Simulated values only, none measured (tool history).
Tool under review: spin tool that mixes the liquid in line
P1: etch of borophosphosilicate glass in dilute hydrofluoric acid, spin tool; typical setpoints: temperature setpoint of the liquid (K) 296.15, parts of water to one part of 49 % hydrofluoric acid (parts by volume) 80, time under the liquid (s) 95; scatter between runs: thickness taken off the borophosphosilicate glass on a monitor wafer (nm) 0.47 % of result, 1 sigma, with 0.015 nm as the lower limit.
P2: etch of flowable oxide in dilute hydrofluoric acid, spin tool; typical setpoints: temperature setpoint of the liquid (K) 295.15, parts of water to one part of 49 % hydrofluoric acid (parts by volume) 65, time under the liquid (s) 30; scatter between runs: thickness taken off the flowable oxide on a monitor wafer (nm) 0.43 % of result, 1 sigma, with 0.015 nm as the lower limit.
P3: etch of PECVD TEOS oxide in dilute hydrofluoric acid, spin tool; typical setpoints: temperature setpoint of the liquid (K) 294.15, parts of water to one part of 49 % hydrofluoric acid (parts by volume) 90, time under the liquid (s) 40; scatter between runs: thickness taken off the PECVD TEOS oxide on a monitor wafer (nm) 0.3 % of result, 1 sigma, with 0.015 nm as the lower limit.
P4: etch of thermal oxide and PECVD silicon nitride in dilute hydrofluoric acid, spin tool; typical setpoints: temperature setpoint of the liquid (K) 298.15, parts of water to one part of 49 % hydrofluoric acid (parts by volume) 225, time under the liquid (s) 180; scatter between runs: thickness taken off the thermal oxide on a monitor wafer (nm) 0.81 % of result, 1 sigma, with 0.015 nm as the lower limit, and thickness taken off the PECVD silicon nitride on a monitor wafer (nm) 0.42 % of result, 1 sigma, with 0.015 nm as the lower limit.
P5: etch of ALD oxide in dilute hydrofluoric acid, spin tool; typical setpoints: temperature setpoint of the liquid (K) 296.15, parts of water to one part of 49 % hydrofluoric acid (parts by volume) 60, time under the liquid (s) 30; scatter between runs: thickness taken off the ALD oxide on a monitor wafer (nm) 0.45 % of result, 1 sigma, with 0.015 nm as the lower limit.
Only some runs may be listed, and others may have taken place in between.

| run | hour | process that ran | temperature setpoint of the liquid (K) | parts of water to one part of 49 % hydrofluoric acid (parts by volume) | time under the liquid (s) | hours since the thermometer was replaced | hours since the hydrofluoric acid flow meter was replaced | thickness taken off the borophosphosilicate glass on a monitor wafer (nm) | thickness taken off the flowable oxide on a monitor wafer (nm) | thickness taken off the thermal oxide on a monitor wafer (nm) | thickness taken off the PECVD silicon nitride on a monitor wafer (nm) | thickness taken off the ALD oxide on a monitor wafer (nm) | thickness taken off the PECVD TEOS oxide on a monitor wafer (nm) |
|---|---|---|---|---|---|---|---|---|---|---|---|---|---|
| 1 | 6.6 | P1 | 296.15 | 80 | 95 | 448.5 | 531.6 | 45.2060 |  |  |  |  |  |
| 2 | 14.6 | P2 | 295.15 | 65 | 30 | 456.5 | 539.6 |  | 9.2556 |  |  |  |  |
| 3 | 23.2 | P4 | 298.15 | 225 | 280 | 465.1 | 548.2 |  |  | 5.3711 | 7.3945 |  |  |
| 4 | 28.9 | P4 | 298.15 | 55 | 180 | 470.8 | 553.9 |  |  | 16.9360 | 19.0190 |  |  |
| 5 | 39.3 | P1 | 290.15 | 80 | 95 | 481.2 | 564.3 | 35.4990 |  |  |  |  |  |
| 6 | 49.5 | P5 | 296.15 | 60 | 55 | 491.4 | 574.5 |  |  |  |  | 19.901 |  |
| 7 | 61.0 | P1 | 296.15 | 140 | 20 | 502.9 | 586.0 | 5.0893 |  |  |  |  |  |
|  | 64.6 | hydrofluoric acid flow meter replaced |
| 8 | 72.4 | P1 | 292.65 | 80 | 35 | 514.3 | 7.9 | 14.3950 |  |  |  |  |  |
| 9 | 85.0 | P1 | 296.15 | 115 | 95 | 526.9 | 20.5 | 30.2830 |  |  |  |  |  |
| 10 | 94.4 | P1 | 296.15 | 50 | 165 | 536.3 | 29.9 | 129.6900 |  |  |  |  |  |
| 11 | 105.3 | P1 | 296.15 | 80 | 95 | 547.2 | 40.8 | 45.3400 |  |  |  |  |  |
| 12 | 114.9 | P2 | 303.15 | 65 | 30 | 556.8 | 50.4 |  | 12.8750 |  |  |  |  |
| 13 | 124.1 | P1 | 296.15 | 80 | 185 | 566.0 | 59.6 | 88.9590 |  |  |  |  |  |
| 14 | 134.6 | P2 | 295.15 | 65 | 45 | 576.5 | 70.1 |  | 14.0270 |  |  |  |  |
| 15 | 144.8 | P2 | 295.15 | 110 | 30 | 586.7 | 80.3 |  | 5.2658 |  |  |  |  |
| 16 | 156.6 | P1 | 296.15 | 80 | 95 | 598.5 | 92.1 | 45.1820 |  |  |  |  |  |
| 17 | 167.7 | P5 | 303.65 | 60 | 30 | 609.6 | 103.2 |  |  |  |  | 14.759 |  |
| 18 | 175.6 | P1 | 296.15 | 80 | 95 | 617.5 | 111.1 | 45.0700 |  |  |  |  |  |
| 19 | 182.5 | P1 | 299.65 | 80 | 95 | 624.4 | 118.0 | 52.5070 |  |  |  |  |  |
| 20 | 189.2 | P1 | 296.15 | 80 | 95 | 631.1 | 124.7 | 45.5820 |  |  |  |  |  |
| 21 | 198.0 | P3 | 294.15 | 90 | 65 | 639.9 | 133.5 |  |  |  |  |  | 14.674 |
| 22 | 205.0 | P1 | 296.15 | 80 | 25 | 646.9 | 140.5 | 11.8800 |  |  |  |  |  |
| 23 | 210.6 | P5 | 296.15 | 40 | 30 | 652.5 | 146.1 |  |  |  |  | 16.797 |  |
| 24 | 216.7 | P4 | 298.15 | 225 | 180 | 658.6 | 152.2 |  |  | 3.4005 | 4.7190 |  |  |
| 25 | 227.8 | P5 | 296.15 | 60 | 30 | 669.7 | 163.3 |  |  |  |  | 10.827 |  |
| 26 | 236.9 | P4 | 303.15 | 225 | 180 | 678.8 | 172.4 |  |  | 4.0613 | 6.4110 |  |  |
| 27 | 243.5 | P3 | 302.65 | 90 | 40 | 685.4 | 179.0 |  |  |  |  |  | 12.583 |
| 28 | 256.4 | P1 | 296.15 | 30 | 95 | 698.3 | 191.9 | 129.5300 |  |  |  |  |  |

Estimate the outcome of run 29 from the log above:
| 29 | 265.3 | P1 | 296.15 | 80 | 95 | 707.2 | 200.8 | ? |  |  |  |  |  |

{"run 29": {"thickness taken off the borophosphosilicate glass on a monitor wafer (nm)": 45.466}}
